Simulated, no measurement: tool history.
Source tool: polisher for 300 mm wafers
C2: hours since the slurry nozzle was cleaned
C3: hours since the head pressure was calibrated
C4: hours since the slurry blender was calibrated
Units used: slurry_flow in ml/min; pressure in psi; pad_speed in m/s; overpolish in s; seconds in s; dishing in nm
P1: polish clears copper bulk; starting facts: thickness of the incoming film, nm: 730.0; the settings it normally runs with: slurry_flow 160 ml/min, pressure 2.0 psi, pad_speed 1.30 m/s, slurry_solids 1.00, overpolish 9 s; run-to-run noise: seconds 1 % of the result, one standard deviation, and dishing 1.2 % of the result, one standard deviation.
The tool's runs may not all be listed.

run 1 hour=4.8 | slurry_flow=160 pressure=2.0 pad_speed=1.30 slurry_solids=1.00 overpolish=9 | wafers_polished_on_this_pad=608 C2=173.9 C3=775.4 C4=126.2 | seconds=77.723 dishing=53.647
run 2 hour=11.0 | slurry_flow=160 pressure=2.0 pad_speed=0.64 slurry_solids=1.00 overpolish=9 | wafers_polished_on_this_pad=691 C2=180.1 C3=781.6 C4=132.4 | seconds=159.970 dishing=30.405
run 3 hour=17.2 | slurry_flow=225 pressure=2.0 pad_speed=1.30 slurry_solids=0.55 overpolish=9 | wafers_polished_on_this_pad=774 C2=186.3 C3=787.8 C4=138.6 | seconds=83.800 dishing=51.886
run 4 hour=22.5 | slurry_flow=160 pressure=2.0 pad_speed=1.30 slurry_solids=1.00 overpolish=9 | wafers_polished_on_this_pad=845 C2=191.6 C3=793.1 C4=143.9 | seconds=78.216 dishing=53.941
run 5 hour=26.2 | slurry_flow=160 pressure=2.0 pad_speed=1.30 slurry_solids=0.50 overpolish=9 | wafers_polished_on_this_pad=894 C2=195.3 C3=796.8 C4=147.6 | seconds=87.242 dishing=48.914
run 6 hour=30.5 | slurry_flow=160 pressure=2.0 pad_speed=1.30 slurry_solids=1.00 overpolish=3 | wafers_polished_on_this_pad=952 C2=199.6 C3=801.1 C4=151.9 | seconds=77.766 dishing=20.898
run 7 hour=35.2 | slurry_flow=160 pressure=2.0 pad_speed=1.30 slurry_solids=1.00 overpolish=9 | wafers_polished_on_this_pad=1015 C2=204.3 C3=805.8 C4=156.6 | seconds=76.781 dishing=55.419
run 8 hour=40.5 | slurry_flow=160 pressure=1.4 pad_speed=1.30 slurry_solids=1.00 overpolish=9 | wafers_polished_on_this_pad=1086 C2=209.6 C3=811.1 C4=161.9 | seconds=111.920 dishing=39.295
run 9 hour=47.3 | slurry_flow=160 pressure=2.0 pad_speed=2.04 slurry_solids=1.00 overpolish=9 | wafers_polished_on_this_pad=1177 C2=216.4 C3=817.9 C4=168.7 | seconds=48.871 dishing=73.864
run 10 hour=52.7 | slurry_flow=160 pressure=2.6 pad_speed=1.30 slurry_solids=1.00 overpolish=9 | wafers_polished_on_this_pad=1249 C2=221.8 C3=823.3 C4=174.1 | seconds=59.748 dishing=67.775
run 11 hour=58.7 | slurry_flow=160 pressure=2.0 pad_speed=1.30 slurry_solids=1.00 overpolish=9 | wafers_polished_on_this_pad=1330 C2=227.8 C3=829.3 C4=180.1 | seconds=77.322 dishing=53.963
-- hour=59.8 slurry blender recalibrated
run 12 hour=63.1 | slurry_flow=240 pressure=2.0 pad_speed=1.30 slurry_solids=1.00 overpolish=9 | wafers_polished_on_this_pad=1388 C2=232.2 C3=833.7 C4=3.4 | seconds=74.208 dishing=56.199
run 13 hour=70.4 | slurry_flow=160 pressure=2.0 pad_speed=1.30 slurry_solids=1.45 overpolish=9 | wafers_polished_on_this_pad=1486 C2=239.5 C3=841.0 C4=10.7 | seconds=70.812 dishing=56.995
run 14 hour=75.7 | slurry_flow=200 pressure=2.0 pad_speed=1.30 slurry_solids=1.40 overpolish=9 | wafers_polished_on_this_pad=1557 C2=244.8 C3=846.3 C4=16.0 | seconds=68.677 dishing=58.202
run 15 hour=83.1 | slurry_flow=160 pressure=2.7 pad_speed=1.80 slurry_solids=1.00 overpolish=9 | wafers_polished_on_this_pad=1656 C2=252.2 C3=853.7 C4=23.4 | seconds=41.765 dishing=86.841
run 16 hour=90.3 | slurry_flow=160 pressure=2.0 pad_speed=1.30 slurry_solids=1.00 overpolish=17 | wafers_polished_on_this_pad=1753 C2=259.4 C3=860.9 C4=30.6 | seconds=76.782 dishing=82.495
run 17 hour=96.8 | slurry_flow=160 pressure=2.0 pad_speed=1.30 slurry_solids=1.00 overpolish=9 | wafers_polished_on_this_pad=1840 C2=265.9 C3=867.4 C4=37.1 | seconds=78.360 dishing=53.120
run 18 hour=104.0 | slurry_flow=95 pressure=2.0 pad_speed=1.30 slurry_solids=1.00 overpolish=9 | wafers_polished_on_this_pad=1936 C2=273.1 C3=874.6 C4=44.3 | seconds=84.906 dishing=50.426
run 19 hour=110.0 | slurry_flow=160 pressure=2.0 pad_speed=1.30 slurry_solids=1.00 overpolish=9 | wafers_polished_on_this_pad=2016 C2=279.1 C3=880.6 C4=50.3 | seconds=77.869 dishing=54.164
run 20 hour=117.4 | slurry_flow=160 pressure=2.0 pad_speed=1.30 slurry_solids=1.00 overpolish=9 | wafers_polished_on_this_pad=2115 C2=286.5 C3=888.0 C4=57.7 | seconds=79.759 dishing=53.773
run 21 hour=123.0 | slurry_flow=160 pressure=2.0 pad_speed=1.30 slurry_solids=1.00 overpolish=9 | wafers_polished_on_this_pad=2190 C2=292.1 C3=893.6 C4=63.3 | seconds=79.651 dishing=52.158
run 22 hour=126.8 | slurry_flow=160 pressure=2.0 pad_speed=1.30 slurry_solids=1.00 overpolish=9 | wafers_polished_on_this_pad=2241 C2=295.9 C3=897.4 C4=67.1 | seconds=83.515 dishing=51.954
run 23 hour=134.0 | slurry_flow=160 pressure=2.0 pad_speed=1.30 slurry_solids=1.00 overpolish=9 | wafers_polished_on_this_pad=2338 C2=303.1 C3=904.6 C4=74.3 | seconds=81.786 dishing=51.031
-- hour=134.3 worn pad replaced by a new one
-- hour=135.3 head pressure recalibrated
run 24 hour=138.8 | slurry_flow=160 pressure=2.0 pad_speed=1.30 slurry_solids=1.00 overpolish=9 | wafers_polished_on_this_pad=60 C2=307.9 C3=3.6 C4=79.1 | seconds=82.459 dishing=51.436
run 25 hour=145.9 | slurry_flow=160 pressure=2.0 pad_speed=1.30 slurry_solids=1.00 overpolish=9 | wafers_polished_on_this_pad=155 C2=315.0 C3=10.7 C4=86.2 | seconds=82.703 dishing=51.289
run 26 hour=152.7 | slurry_flow=160 pressure=2.0 pad_speed=1.30 slurry_solids=1.00 overpolish=9 | wafers_polished_on_this_pad=246 C2=321.8 C3=17.5 C4=93.0 | seconds=83.917 dishing=51.010
run 27 hour=158.5 | slurry_flow=160 pressure=2.0 pad_speed=1.30 slurry_solids=1.00 overpolish=9 | wafers_polished_on_this_pad=324 C2=327.6 C3=23.3 C4=98.8 | seconds=84.037 dishing=50.334
run 28 hour=165.5 | slurry_flow=160 pressure=2.0 pad_speed=1.30 slurry_solids=1.00 overpolish=9 | wafers_polished_on_this_pad=417 C2=334.6 C3=30.3 C4=105.8 | seconds=83.653 dishing=51.235
run 29 hour=171.5 | slurry_flow=160 pressure=2.0 pad_speed=1.30 slurry_solids=1.00 overpolish=9 | wafers_polished_on_this_pad=498 C2=340.6 C3=36.3 C4=111.8 | seconds=84.347 dishing=49.968
run 30 hour=175.0 | slurry_flow=160 pressure=2.0 pad_speed=1.30 slurry_solids=1.00 overpolish=9 | wafers_polished_on_this_pad=545 C2=344.1 C3=39.8 C4=115.3 | seconds=83.623 dishing=50.361

The log shows P1 creeping away from where it was. Any of the 2 causes listed here, at the size stated for it, fits the log just as well as the others:
A: slurry flow missing at the pad, % = 33.4
B: abrasive missing from the slurry, % = 31.9
The onset of the drift is placed at about hour 110.0.
What rules out each remaining cause:
removal rate lost through wear of the pad, %: serviced at hour 134.3, which brought nothing back
head's pressure below its setpoint, %: serviced at hour 135.3, which brought nothing back

Below are 4 check runs, each averaged over 5 wafers, with their results shown as question marks. Which of them would give clearly different results depending on which cause is behind the drift?
run check 1 hour=178.5 | slurry_flow=105 pressure=2.0 pad_speed=1.30 slurry_solids=1.40 overpolish=9 | seconds=? dishing=?
run check 2 hour=178.5 | slurry_flow=160 pressure=2.0 pad_speed=1.30 slurry_solids=0.50 overpolish=9 | seconds=? dishing=?
run check 3 hour=178.5 | slurry_flow=160 pressure=2.0 pad_speed=1.98 slurry_solids=1.25 overpolish=9 | seconds=? dishing=?
run check 4 hour=178.5 | slurry_flow=160 pressure=2.0 pad_speed=1.30 slurry_solids=1.00 overpolish=17 | seconds=? dishing=?

What every check run would give for each of its results, assuming each possible cause in turn:
check=check_1 result=seconds if_A=87.682 if_B=84.835
check=check_1 result=dishing if_A=48.840 if_B=50.129
check=check_2 result=seconds if_A=96.475 if_B=95.788
check=check_2 result=dishing if_A=45.241 if_B=45.503
check=check_3 result=seconds if_A=52.343 if_B=52.456
check=check_3 result=dishing if_A=71.376 if_B=71.273
check=check_4 result=seconds if_A=83.680 if_B=83.676
check=check_4 result=dishing if_A=79.498 if_B=79.501
Distance between the nearest two causes, measured in the result of the check that separates them most: check 1 3.3 %; check 2 0.71 %; check 3 0.21 %; check 4 0.01 %
Only in check 1 would the causes give clearly different results; in the remaining checks their results would be nearly the same.

Check 1 was carried out, with these results: seconds 84.745 s; dishing 49.897 nm. Which of the listed causes is responsible?

B is the cause: abrasive missing from the slurry, %.

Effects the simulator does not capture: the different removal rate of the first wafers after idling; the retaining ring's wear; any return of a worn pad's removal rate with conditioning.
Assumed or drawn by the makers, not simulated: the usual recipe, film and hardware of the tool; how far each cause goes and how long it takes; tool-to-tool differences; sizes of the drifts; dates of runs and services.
